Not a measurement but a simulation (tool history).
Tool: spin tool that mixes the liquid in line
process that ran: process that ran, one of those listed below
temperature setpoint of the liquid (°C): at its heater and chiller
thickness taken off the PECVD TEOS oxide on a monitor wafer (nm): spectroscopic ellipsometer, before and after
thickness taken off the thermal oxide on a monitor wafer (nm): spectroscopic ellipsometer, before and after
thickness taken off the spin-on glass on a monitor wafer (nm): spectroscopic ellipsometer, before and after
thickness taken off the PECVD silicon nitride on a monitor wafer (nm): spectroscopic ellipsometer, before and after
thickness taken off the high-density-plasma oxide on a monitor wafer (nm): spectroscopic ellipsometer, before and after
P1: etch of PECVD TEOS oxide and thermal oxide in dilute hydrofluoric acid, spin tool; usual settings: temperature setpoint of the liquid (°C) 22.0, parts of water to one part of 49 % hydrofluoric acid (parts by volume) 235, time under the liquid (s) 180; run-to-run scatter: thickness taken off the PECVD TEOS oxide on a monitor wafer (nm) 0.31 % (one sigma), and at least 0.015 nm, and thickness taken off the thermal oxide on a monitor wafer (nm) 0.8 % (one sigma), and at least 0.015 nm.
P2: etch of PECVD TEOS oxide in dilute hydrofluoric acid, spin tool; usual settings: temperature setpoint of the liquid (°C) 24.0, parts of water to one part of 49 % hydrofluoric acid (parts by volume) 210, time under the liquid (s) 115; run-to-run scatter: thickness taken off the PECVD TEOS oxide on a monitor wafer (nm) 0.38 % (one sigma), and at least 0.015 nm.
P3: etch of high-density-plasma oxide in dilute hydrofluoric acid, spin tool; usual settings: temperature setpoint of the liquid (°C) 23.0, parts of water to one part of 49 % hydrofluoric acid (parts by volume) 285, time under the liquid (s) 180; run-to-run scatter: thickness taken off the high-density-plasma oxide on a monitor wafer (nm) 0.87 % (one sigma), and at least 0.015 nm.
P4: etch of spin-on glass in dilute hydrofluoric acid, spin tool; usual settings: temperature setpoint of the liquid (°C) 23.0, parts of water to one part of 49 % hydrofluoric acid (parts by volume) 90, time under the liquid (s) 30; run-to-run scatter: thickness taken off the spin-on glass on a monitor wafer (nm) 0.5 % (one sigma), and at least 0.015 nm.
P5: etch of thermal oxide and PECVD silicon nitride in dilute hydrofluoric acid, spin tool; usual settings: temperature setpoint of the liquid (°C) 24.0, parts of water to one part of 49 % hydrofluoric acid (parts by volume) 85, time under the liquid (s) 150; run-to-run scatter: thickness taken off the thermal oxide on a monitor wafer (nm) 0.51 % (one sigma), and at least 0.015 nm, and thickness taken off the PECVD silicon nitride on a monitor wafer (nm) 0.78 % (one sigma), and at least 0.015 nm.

| run | hour | process that ran | temperature setpoint of the liquid (°C) | parts of water to one part of 49 % hydrofluoric acid (parts by volume) | time under the liquid (s) | hours since the thermometer was replaced | hours since the hydrofluoric acid flow meter was replaced | thickness taken off the PECVD TEOS oxide on a monitor wafer (nm) | thickness taken off the thermal oxide on a monitor wafer (nm) | thickness taken off the spin-on glass on a monitor wafer (nm) | thickness taken off the PECVD silicon nitride on a monitor wafer (nm) | thickness taken off the high-density-plasma oxide on a monitor wafer (nm) |
|---|---|---|---|---|---|---|---|---|---|---|---|---|
| 1 | 17.3 | P1 | 22.0 | 235 | 180 | 357.2 | 303.7 | 8.2921 | 3.0513 |  |  |  |
| 2 | 26.0 | P4 | 23.0 | 90 | 30 | 365.9 | 312.4 |  |  | 10.6740 |  |  |
| 3 | 42.8 | P5 | 24.0 | 85 | 150 | 382.7 | 329.2 |  | 8.6129 |  | 3.5144 |  |
| 4 | 56.9 | P1 | 22.0 | 355 | 180 | 396.8 | 343.3 | 4.9330 | 1.7970 |  |  |  |
| 5 | 65.7 | P1 | 22.0 | 235 | 340 | 405.6 | 352.1 | 15.7920 | 5.7486 |  |  |  |
| 6 | 78.1 | P1 | 22.0 | 125 | 315 | 418.0 | 364.5 | 31.0240 | 11.2320 |  |  |  |
| 7 | 94.7 | P5 | 24.0 | 85 | 150 | 434.6 | 381.1 |  | 8.6102 |  | 3.5137 |  |
| 8 | 108.2 | P1 | 22.0 | 70 | 180 | 448.1 | 394.6 | 33.3610 | 12.1900 |  |  |  |
| 9 | 124.6 | P2 | 24.0 | 210 | 115 | 464.5 | 411.0 | 11.4200 |  |  |  |  |
| 10 | 137.5 | P4 | 23.0 | 90 | 50 | 477.4 | 423.9 |  |  | 17.8380 |  |  |
| 11 | 149.3 | P1 | 17.0 | 235 | 180 | 489.2 | 435.7 | 6.8618 | 2.5319 |  |  |  |
| 12 | 158.2 | P1 | 26.5 | 235 | 180 | 498.1 | 444.6 | 9.8585 | 3.5923 |  |  |  |
| 13 | 168.4 | P2 | 24.0 | 360 | 115 | 508.3 | 454.8 | 5.8178 |  |  |  |  |
| 14 | 186.2 | P3 | 28.0 | 285 | 180 | 526.1 | 472.6 |  |  |  |  | 2.9412 |
| 15 | 201.2 | P1 | 22.0 | 235 | 70 | 541.1 | 487.6 | 3.2300 | 1.1984 |  |  |  |
| 16 | 211.2 | P3 | 23.0 | 285 | 275 | 551.1 | 497.6 |  |  |  |  | 3.7986 |
| 17 | 228.0 | P3 | 23.0 | 285 | 180 | 567.9 | 514.4 |  |  |  |  | 2.4643 |
|  | 229.1 | thermometer replaced |
| 18 | 236.7 | P2 | 29.5 | 210 | 115 | 7.6 | 523.1 | 14.0060 |  |  |  |  |
| 19 | 244.9 | P1 | 18.0 | 235 | 100 | 15.8 | 531.3 | 4.0016 | 1.4881 |  |  |  |
| 20 | 254.7 | P4 | 23.0 | 90 | 30 | 25.6 | 541.1 |  |  | 10.6190 |  |  |
| 21 | 271.7 | P4 | 17.0 | 90 | 30 | 42.6 | 558.1 |  |  | 8.2797 |  |  |
| 22 | 287.2 | P5 | 24.0 | 85 | 255 | 58.1 | 573.6 |  | 14.5400 |  | 5.9511 |  |
| 23 | 303.4 | P5 | 17.0 | 85 | 150 | 74.3 | 589.8 |  | 6.4251 |  | 2.1650 |  |
| 24 | 319.0 | P4 | 23.0 | 150 | 30 | 89.9 | 605.4 |  |  | 5.9736 |  |  |
| 25 | 333.7 | P2 | 24.0 | 210 | 115 | 104.6 | 620.1 | 11.4960 |  |  |  |  |
| 26 | 344.1 | P1 | 22.0 | 235 | 180 | 115.0 | 630.5 | 8.3345 | 3.0477 |  |  |  |
| 27 | 353.5 | P2 | 24.0 | 210 | 15 | 124.4 | 639.9 | 1.5086 |  |  |  |  |
| 28 | 367.5 | P1 | 22.0 | 235 | 180 | 138.4 | 653.9 | 8.3343 | 3.0540 |  |  |  |
| 29 | 384.6 | P1 | 22.0 | 235 | 180 | 155.5 | 671.0 | 8.3709 | 3.0635 |  |  |  |
| 30 | 399.0 | P1 | 22.0 | 235 | 180 | 169.9 | 685.4 | 8.2977 | 3.0262 |  |  |  |
| 31 | 411.4 | P1 | 22.0 | 235 | 180 | 182.3 | 697.8 | 8.3970 | 3.0347 |  |  |  |
| 32 | 425.5 | P5 | 24.0 | 120 | 150 | 196.4 | 711.9 |  | 5.8555 |  | 2.5105 |  |
| 33 | 441.9 | P3 | 23.0 | 95 | 180 | 212.8 | 728.3 |  |  |  |  | 9.1920 |
| 34 | 454.4 | P1 | 22.0 | 235 | 180 | 225.3 | 740.8 | 8.3746 | 3.0250 |  |  |  |
| 35 | 470.6 | P1 | 22.0 | 235 | 180 | 241.5 | 757.0 | 7.8708 | 2.8465 |  |  |  |
| 36 | 481.4 | P1 | 22.0 | 235 | 180 | 252.3 | 767.8 | 7.7701 | 2.8269 |  |  |  |
| 37 | 496.9 | P1 | 22.0 | 235 | 180 | 267.8 | 783.3 | 7.6382 | 2.8505 |  |  |  |
| 38 | 509.5 | P1 | 22.0 | 235 | 180 | 280.4 | 795.9 | 7.6462 | 2.8473 |  |  |  |
| 39 | 517.2 | P1 | 22.0 | 235 | 180 | 288.1 | 803.6 | 7.6072 | 2.8157 |  |  |  |
| 40 | 529.7 | P1 | 22.0 | 235 | 180 | 300.6 | 816.1 | 7.6207 | 2.7978 |  |  |  |

What P1 gives has crept away from where it was. These 2 causes fit the log equally well, each at the size given:
A: liquid colder than its thermometer reads (K) = 2.42
B: hydrofluoric acid flow below the setpoint (%) = 7.03
The creep began at about hour 454.4.

4 check runs are offered, one wafer each, their results left as question marks. Which one tells the causes apart?
| check 1 | 542.2 | P5 | 19.5 | 85 | 230 |  |  |  | ? |  | ? |  |
| check 2 | 542.2 | P2 | 27.0 | 210 | 15 |  |  | ? |  |  |  |  |
| check 3 | 542.2 | P4 | 23.0 | 150 | 30 |  |  |  |  | ? |  |  |
| check 4 | 542.2 | P3 | 23.0 | 125 | 180 |  |  |  |  |  |  | ? |

What each check would give under each cause:
| check | result | if A | if B |
|---|---|---|---|
| check 1 | thickness taken off the thermal oxide on a monitor wafer (nm) | 9.9311 | 10.1490 |
| check 1 | thickness taken off the PECVD silicon nitride on a monitor wafer (nm) | 3.3529 | 3.6941 |
| check 2 | thickness taken off the PECVD TEOS oxide on a monitor wafer (nm) | 1.5251 | 1.5194 |
| check 3 | thickness taken off the spin-on glass on a monitor wafer (nm) | 5.4131 | 5.4628 |
| check 4 | thickness taken off the high-density-plasma oxide on a monitor wafer (nm) | 6.0448 | 6.1205 |
How far apart the two closest causes lie, in the result that separates them most: check 1 9.69 %; check 2 0.37 %; check 3 0.91 %; check 4 1.24 %
Only check 1 tells the causes apart: in the others they would give nearly the same result.

Then check 1 was run and gave: thickness taken off the thermal oxide on a monitor wafer (nm) 9.9097; thickness taken off the PECVD silicon nitride on a monitor wafer (nm) 3.3652. Which cause is it?

It is A: liquid colder than its thermometer reads (K).
